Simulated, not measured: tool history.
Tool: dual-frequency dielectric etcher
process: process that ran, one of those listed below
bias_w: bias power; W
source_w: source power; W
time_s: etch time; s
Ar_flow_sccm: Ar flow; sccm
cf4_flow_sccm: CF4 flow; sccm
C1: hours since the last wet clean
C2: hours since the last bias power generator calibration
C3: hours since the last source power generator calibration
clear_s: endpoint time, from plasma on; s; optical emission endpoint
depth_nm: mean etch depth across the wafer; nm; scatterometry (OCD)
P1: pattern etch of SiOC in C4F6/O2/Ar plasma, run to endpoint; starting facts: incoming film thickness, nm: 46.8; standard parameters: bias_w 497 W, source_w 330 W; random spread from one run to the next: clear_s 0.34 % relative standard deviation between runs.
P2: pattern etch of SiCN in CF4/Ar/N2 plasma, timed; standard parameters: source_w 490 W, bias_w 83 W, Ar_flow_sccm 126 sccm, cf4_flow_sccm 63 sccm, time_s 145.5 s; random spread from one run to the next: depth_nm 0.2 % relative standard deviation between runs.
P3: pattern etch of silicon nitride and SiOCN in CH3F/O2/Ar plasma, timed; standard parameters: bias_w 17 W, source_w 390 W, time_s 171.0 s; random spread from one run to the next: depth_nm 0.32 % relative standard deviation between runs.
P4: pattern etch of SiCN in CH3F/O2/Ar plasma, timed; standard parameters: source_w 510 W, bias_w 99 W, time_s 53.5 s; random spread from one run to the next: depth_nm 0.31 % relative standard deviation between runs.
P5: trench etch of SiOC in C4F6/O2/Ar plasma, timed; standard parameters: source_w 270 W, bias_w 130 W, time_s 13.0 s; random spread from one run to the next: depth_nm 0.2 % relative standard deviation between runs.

Run 1, day 0.171: process P1, bias_w 497 W, source_w 330 W; C1 148.7; C2 933.5; C3 852.6. Result: clear_s 17.051 s.
Run 2, day 0.412: process P5, bias_w 130 W, source_w 270 W, time_s 13.0 s; C1 154.5; C2 939.3; C3 858.4. Result: depth_nm 21.418 nm.
Run 3, day 0.646: process P1, bias_w 497 W, source_w 330 W; C1 160.1; C2 944.9; C3 864.0. Result: clear_s 17.178 s.
Run 4, day 0.842: process P4, bias_w 99 W, source_w 510 W, time_s 70.0 s; C1 164.8; C2 949.6; C3 868.7. Result: depth_nm 31.880 nm.
Run 5, day 1.046: process P1, bias_w 325 W, source_w 460 W; C1 169.7; C2 954.5; C3 873.6. Result: clear_s 17.692 s.
Run 6, day 1.238: process P1, bias_w 625 W, source_w 330 W; C1 174.3; C2 959.1; C3 878.2. Result: clear_s 15.537 s.
Run 7, day 1.496: process P4, bias_w 99 W, source_w 670 W, time_s 53.5 s; C1 180.5; C2 965.3; C3 884.4. Result: depth_nm 27.037 nm.
Run 8, day 1.642: process P1, bias_w 408 W, source_w 230 W; C1 184.0; C2 968.8; C3 887.9. Result: clear_s 20.969 s.
Run 9, day 1.917: process P4, bias_w 99 W, source_w 510 W, time_s 53.5 s; C1 190.6; C2 975.4; C3 894.5. Result: depth_nm 24.555 nm.
Run 10, day 2.104: process P1, bias_w 599 W, source_w 230 W; C1 195.1; C2 979.9; C3 899.0. Result: clear_s 18.112 s.
Run 11, day 2.375: process P2, bias_w 83 W, source_w 490 W, time_s 145.5 s, Ar_flow_sccm 162 sccm, cf4_flow_sccm 63 sccm; C1 201.6; C2 986.4; C3 905.5. Result: depth_nm 129.780 nm.
Run 12, day 2.633: process P3, bias_w 17 W, source_w 390 W, time_s 171.0 s; C1 207.8; C2 992.6; C3 911.7. Result: depth_nm 20.424 nm.
At day 2.729: wet clean of the chamber.
Run 13, day 2.796: process P3, bias_w 17 W, source_w 290 W, time_s 171.0 s; C1 1.7; C2 996.5; C3 915.6. Result: depth_nm 18.532 nm.
Run 14, day 2.946: process P5, bias_w 130 W, source_w 270 W, time_s 19.5 s; C1 5.3; C2 1000.1; C3 919.2. Result: depth_nm 32.209 nm.
Run 15, day 3.200: process P4, bias_w 58 W, source_w 510 W, time_s 53.5 s; C1 11.4; C2 1006.2; C3 925.3. Result: depth_nm 20.293 nm.
Run 16, day 3.371: process P1, bias_w 497 W, source_w 260 W; C1 15.5; C2 1010.3; C3 929.4. Result: clear_s 18.545 s.
Run 17, day 3.600: process P2, bias_w 83 W, source_w 490 W, time_s 99.0 s, Ar_flow_sccm 126 sccm, cf4_flow_sccm 63 sccm; C1 21.0; C2 1015.8; C3 934.9. Result: depth_nm 91.881 nm.
Run 18, day 3.783: process P3, bias_w 17 W, source_w 390 W, time_s 171.0 s; C1 25.4; C2 1020.2; C3 939.3. Result: depth_nm 20.561 nm.
Run 19, day 3.925: process P5, bias_w 177 W, source_w 270 W, time_s 13.0 s; C1 28.8; C2 1023.6; C3 942.7. Result: depth_nm 23.528 nm.
Run 20, day 4.058: process P1, bias_w 497 W, source_w 450 W; C1 32.0; C2 1026.8; C3 945.9. Result: clear_s 15.227 s.
Run 21, day 4.221: process P3, bias_w 11 W, source_w 390 W, time_s 171.0 s; C1 35.9; C2 1030.7; C3 949.8. Result: depth_nm 17.257 nm.
Run 22, day 4.421: process P1, bias_w 497 W, source_w 330 W; C1 40.7; C2 1035.5; C3 954.6. Result: clear_s 17.026 s.
Run 23, day 4.604: process P2, bias_w 83 W, source_w 490 W, time_s 145.5 s, Ar_flow_sccm 126 sccm, cf4_flow_sccm 63 sccm; C1 45.1; C2 1039.9; C3 959.0. Result: depth_nm 134.240 nm.
Run 24, day 4.850: process P1, bias_w 497 W, source_w 330 W; C1 51.0; C2 1045.8; C3 964.9. Result: clear_s 17.125 s.
Run 25, day 4.983: process P1, bias_w 292 W, source_w 330 W; C1 54.2; C2 1049.0; C3 968.1. Result: clear_s 20.623 s.
Run 26, day 5.238: process P5, bias_w 130 W, source_w 210 W, time_s 13.0 s; C1 60.3; C2 1055.1; C3 974.2. Result: depth_nm 19.388 nm.
Run 27, day 5.479: process P2, bias_w 83 W, source_w 490 W, time_s 145.5 s, Ar_flow_sccm 126 sccm, cf4_flow_sccm 37 sccm; C1 66.1; C2 1060.9; C3 980.0. Result: depth_nm 123.430 nm.
Run 28, day 5.750: process P2, bias_w 66 W, source_w 490 W, time_s 145.5 s, Ar_flow_sccm 126 sccm, cf4_flow_sccm 63 sccm; C1 72.6; C2 1067.4; C3 986.5. Result: depth_nm 123.270 nm.
Run 29, day 6.012: process P3, bias_w 17 W, source_w 390 W, time_s 256.0 s; C1 78.9; C2 1073.7; C3 992.8. Result: depth_nm 30.747 nm.

Run 30 is up next; what results do you expect?
Run 30, day 6.262: process P2, bias_w 83 W, source_w 490 W, time_s 145.5 s, Ar_flow_sccm 126 sccm, cf4_flow_sccm 63 sccm; C1 84.9; C2 1079.7; C3 998.8. Result: depth_nm ?.

Run 30 came out at depth_nm 134.040 nm.
